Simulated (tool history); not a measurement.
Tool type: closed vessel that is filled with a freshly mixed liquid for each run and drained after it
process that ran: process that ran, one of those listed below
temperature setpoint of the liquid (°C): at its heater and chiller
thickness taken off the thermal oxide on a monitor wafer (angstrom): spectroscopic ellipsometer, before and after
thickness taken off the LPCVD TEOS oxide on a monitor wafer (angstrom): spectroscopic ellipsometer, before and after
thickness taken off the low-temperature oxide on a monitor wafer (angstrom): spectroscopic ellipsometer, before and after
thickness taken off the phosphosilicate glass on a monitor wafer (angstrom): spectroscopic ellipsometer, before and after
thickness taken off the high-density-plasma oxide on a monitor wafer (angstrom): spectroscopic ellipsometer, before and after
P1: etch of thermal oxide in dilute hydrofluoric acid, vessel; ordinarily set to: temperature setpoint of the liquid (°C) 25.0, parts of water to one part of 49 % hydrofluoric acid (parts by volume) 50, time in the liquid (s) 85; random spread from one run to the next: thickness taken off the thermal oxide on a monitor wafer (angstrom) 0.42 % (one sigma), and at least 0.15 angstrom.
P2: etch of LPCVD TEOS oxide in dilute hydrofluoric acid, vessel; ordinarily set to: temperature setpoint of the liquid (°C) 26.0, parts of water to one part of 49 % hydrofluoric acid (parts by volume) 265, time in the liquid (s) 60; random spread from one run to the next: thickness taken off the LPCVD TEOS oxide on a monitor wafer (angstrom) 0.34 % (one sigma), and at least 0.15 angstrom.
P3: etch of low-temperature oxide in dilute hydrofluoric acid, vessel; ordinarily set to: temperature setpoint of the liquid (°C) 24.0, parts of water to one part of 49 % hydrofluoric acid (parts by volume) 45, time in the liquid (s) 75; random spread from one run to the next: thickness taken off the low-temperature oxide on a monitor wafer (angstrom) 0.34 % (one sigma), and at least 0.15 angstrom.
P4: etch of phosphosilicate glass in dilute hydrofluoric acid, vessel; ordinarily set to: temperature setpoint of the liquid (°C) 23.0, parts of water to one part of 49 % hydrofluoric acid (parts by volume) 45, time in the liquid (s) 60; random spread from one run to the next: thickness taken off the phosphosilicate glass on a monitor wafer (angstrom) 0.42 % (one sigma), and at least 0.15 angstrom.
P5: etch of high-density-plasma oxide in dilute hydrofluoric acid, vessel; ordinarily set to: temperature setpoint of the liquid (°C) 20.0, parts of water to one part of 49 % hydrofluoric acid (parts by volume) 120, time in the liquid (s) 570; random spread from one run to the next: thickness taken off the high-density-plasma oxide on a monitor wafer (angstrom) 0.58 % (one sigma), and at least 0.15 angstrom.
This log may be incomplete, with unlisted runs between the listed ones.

run	hour	process that ran	temperature setpoint of the liquid (°C)	parts of water to one part of 49 % hydrofluoric acid (parts by volume)	time in the liquid (s)	hours since the thermometer was replaced	hours since the hydrofluoric acid flow meter was replaced	thickness taken off the thermal oxide on a monitor wafer (angstrom)	thickness taken off the LPCVD TEOS oxide on a monitor wafer (angstrom)	thickness taken off the low-temperature oxide on a monitor wafer (angstrom)	thickness taken off the phosphosilicate glass on a monitor wafer (angstrom)	thickness taken off the high-density-plasma oxide on a monitor wafer (angstrom)
1	11.0	P1	25.0	50	85	435.3	509.3	87.912				
2	19.2	P2	26.0	265	105	443.5	517.5		155.670			
3	27.7	P1	25.0	90	85	452.0	526.0	46.455				
4	39.5	P2	26.0	445	60	463.8	537.8		44.751			
5	48.2	P1	17.5	50	85	472.5	546.5	64.550				
6	54.4	P1	25.0	30	85	478.7	552.7	150.040				
7	66.2	P1	25.0	50	85	490.5	564.5	87.799				
8	74.0	P2	26.0	265	60	498.3	572.3		89.793			
9	87.0	P3	24.0	75	75	511.3	585.3			108.84		
10	97.8	P1	31.5	50	85	522.1	596.1	114.300				
11	103.8	P2	30.5	265	60	528.1	602.1		104.030			
12	113.6	P4	23.0	45	60	537.9	611.9				1556.10	
13	123.2	P5	20.0	120	570	547.5	621.5					266.32
14	136.4	P1	25.0	50	30	560.7	634.7	31.023				
15	147.2	P1	25.0	50	85	571.5	645.5	88.404				
16	154.0	P5	20.0	120	570	578.3	652.3					263.53
17	167.5	P5	17.0	120	570	591.8	665.8					234.02
18	178.4	P1	25.0	50	130	602.7	676.7	134.990				
19	189.4	P1	25.0	50	85	613.7	687.7	87.455				
20	201.7	P3	24.0	45	145	626.0	700.0			366.34		
21	210.3	P4	30.5	45	60	634.6	708.6				2115.20	
22	222.2	P3	24.0	45	75	646.5	720.5			188.43		
23	232.7	P3	24.0	45	75	657.0	731.0			188.90		
24	244.1	P1	25.0	50	85	668.4	742.4	88.141				
25	255.6	P1	25.0	50	85	679.9	753.9	87.671				
26	265.7	P5	20.0	45	570	690.0	764.0					765.00
27	277.9	P1	25.0	20	120	702.2	776.2	326.330				
28	288.2	P5	20.0	120	230	712.5	786.5					106.52
29	295.6	P1	25.0	50	85	719.9	793.9	88.064				
30	308.3	P4	23.0	45	30	732.6	806.6				779.47	
31	314.8	P4	23.0	20	60	739.1	813.1				3588.30	
32	321.1	P3	17.0	45	75	745.4	819.4			140.95		
33	334.1	P1	25.0	50	85	758.4	832.4	88.338				
34	345.1	P1	25.0	50	85	769.4	843.4	83.774				
35	354.5	P1	25.0	50	85	778.8	852.8	81.770				
36	363.6	P1	25.0	50	85	787.9	861.9	81.036				
37	375.6	P1	25.0	50	85	799.9	873.9	80.450				
38	383.5	P1	25.0	50	85	807.8	881.8	80.267				
39	391.5	P1	25.0	50	85	815.8	889.8	79.935				

Something has made what P1 gives creep away from where it was; the 2 causes below, each at its own stated size, fit the log equally well:
A: liquid colder than its thermometer reads (K) = 2.34
B: hydrofluoric acid flow below the setpoint (%) = 8.58
The process output started creeping at around hour 334.1.

Listed below are the offered check runs, one wafer per run, with question marks in place of results. For which of them would the causes give clearly different outcomes?
check 1	399.5	P3	24.0	45	140					?		
check 2	399.5	P4	29.5	45	60						?	
check 3	399.5	P2	26.0	415	60				?			
check 4	399.5	P5	17.0	120	570							?

How each check would come out, cause by cause:
check	result	if A	if B
check 1	thickness taken off the low-temperature oxide on a monitor wafer (angstrom)	319.70	320.44
check 2	thickness taken off the phosphosilicate glass on a monitor wafer (angstrom)	1839.50	1834.80
check 3	thickness taken off the LPCVD TEOS oxide on a monitor wafer (angstrom)	45.639	43.432
check 4	thickness taken off the high-density-plasma oxide on a monitor wafer (angstrom)	211.75	211.26
Separation of the two closest causes in each check, using whichever result separates them best: check 1 0.23 %; check 2 0.26 %; check 3 4.96 %; check 4 0.23 %
The causes can be told apart only by check 3. The other checks would give nearly the same results under each of them.

Check 3 was then run and gave: thickness taken off the LPCVD TEOS oxide on a monitor wafer (angstrom) 43.246. Which cause is it?

B is the cause: hydrofluoric acid flow below the setpoint (%).
